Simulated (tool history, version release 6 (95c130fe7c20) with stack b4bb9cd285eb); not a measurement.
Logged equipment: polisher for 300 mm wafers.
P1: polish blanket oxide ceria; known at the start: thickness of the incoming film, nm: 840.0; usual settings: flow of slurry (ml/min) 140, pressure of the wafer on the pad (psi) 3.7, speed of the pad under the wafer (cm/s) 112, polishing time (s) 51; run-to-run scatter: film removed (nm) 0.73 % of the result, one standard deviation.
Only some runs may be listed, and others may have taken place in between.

| run | day | flow of slurry (ml/min) | pressure of the wafer on the pad (psi) | speed of the pad under the wafer (cm/s) | polishing time (s) | film removed (nm) |
|---|---|---|---|---|---|---|
| 1 | 0.142 | 140 | 3.7 | 112 | 51 | 349.67 |
| 2 | 0.304 | 175 | 3.7 | 56 | 51 | 181.34 |
| 3 | 0.396 | 140 | 3.7 | 112 | 23 | 156.62 |
| 4 | 0.533 | 210 | 3.7 | 112 | 51 | 370.9 |
| 5 | 0.633 | 140 | 3.7 | 50 | 51 | 155.75 |
| 6 | 0.8 | 105 | 3.7 | 176 | 51 | 516.32 |
| 7 | 0.9 | 140 | 3.7 | 112 | 51 | 349.73 |
| 8 | 1.092 | 140 | 1.7 | 112 | 51 | 159.56 |
| 9 | 1.192 | 140 | 3.7 | 112 | 51 | 348.52 |
| 10 | 1.396 | 140 | 3.7 | 112 | 51 | 349.04 |
| 11 | 1.588 | 140 | 3.7 | 112 | 76 | 518.03 |
| 12 | 1.8 | 85 | 3.7 | 112 | 51 | 306.93 |
| 13 | 2.004 | 140 | 3.7 | 158 | 51 | 486.28 |
| 14 | 2.162 | 140 | 5.7 | 112 | 51 | 536.12 |
| 15 | 2.258 | 140 | 3.7 | 112 | 51 | 345.96 |
| 16 | 2.454 | 140 | 3.7 | 112 | 51 | 338.3 |
| 17 | 2.575 | 140 | 3.7 | 112 | 51 | 332.96 |
| 18 | 2.75 | 140 | 3.7 | 112 | 51 | 334.14 |
| 19 | 2.908 | 140 | 3.7 | 112 | 51 | 328.7 |
|  | 3.012 | head pressure recalibrated |
| 20 | 3.1 | 140 | 3.7 | 112 | 51 | 321.92 |
| 21 | 3.271 | 140 | 3.7 | 112 | 51 | 321.95 |
| 22 | 3.479 | 140 | 3.7 | 112 | 51 | 319.91 |
| 23 | 3.696 | 140 | 3.7 | 112 | 51 | 325.47 |
| 24 | 3.792 | 140 | 3.7 | 112 | 51 | 321.54 |
| 25 | 3.925 | 140 | 3.7 | 112 | 51 | 320.64 |
| 26 | 4.096 | 140 | 3.7 | 112 | 51 | 326.07 |

What P1 gives has crept away from where it was. These 2 causes fit the log equally well, each at the size given:
A: removal rate lost through wear of the pad, % = 7.77
B: slurry flow missing at the pad, % = 30.8
At approximately day 2.258, the process output began to creep.
What rules out each remaining cause:
head's pressure below its setpoint, %: serviced at day 3.012, which brought nothing back

Below are 4 check runs, each averaged over 5 wafers, with their results shown as question marks. Which of them would give clearly different results depending on which cause is behind the drift?
| check 1 | 4.267 | 100 | 3.7 | 112 | 37 | ? |
| check 2 | 4.267 | 140 | 3.7 | 152 | 51 | ? |
| check 3 | 4.267 | 140 | 4.6 | 112 | 51 | ? |
| check 4 | 4.267 | 140 | 2.4 | 112 | 51 | ? |

Expected result of each check under each candidate cause:
| check | result | if A | if B |
|---|---|---|---|
| check 1 | film removed (nm) | 216.04 | 210.07 |
| check 2 | film removed (nm) | 434.72 | 434.65 |
| check 3 | film removed (nm) | 398.24 | 398.18 |
| check 4 | film removed (nm) | 207.78 | 207.74 |
Gap, in per cent, between the two causes that each check separates least, read from the result that separates them most: check 1 2.8 %; check 2 0.02 %; check 3 0.02 %; check 4 0.02 %
Only in check 1 would the causes give clearly different results; in the remaining checks their results would be nearly the same.

Then check 1 was run and gave: film removed (nm) 209.74. Which cause is it?

The cause is B: slurry flow missing at the pad, %.

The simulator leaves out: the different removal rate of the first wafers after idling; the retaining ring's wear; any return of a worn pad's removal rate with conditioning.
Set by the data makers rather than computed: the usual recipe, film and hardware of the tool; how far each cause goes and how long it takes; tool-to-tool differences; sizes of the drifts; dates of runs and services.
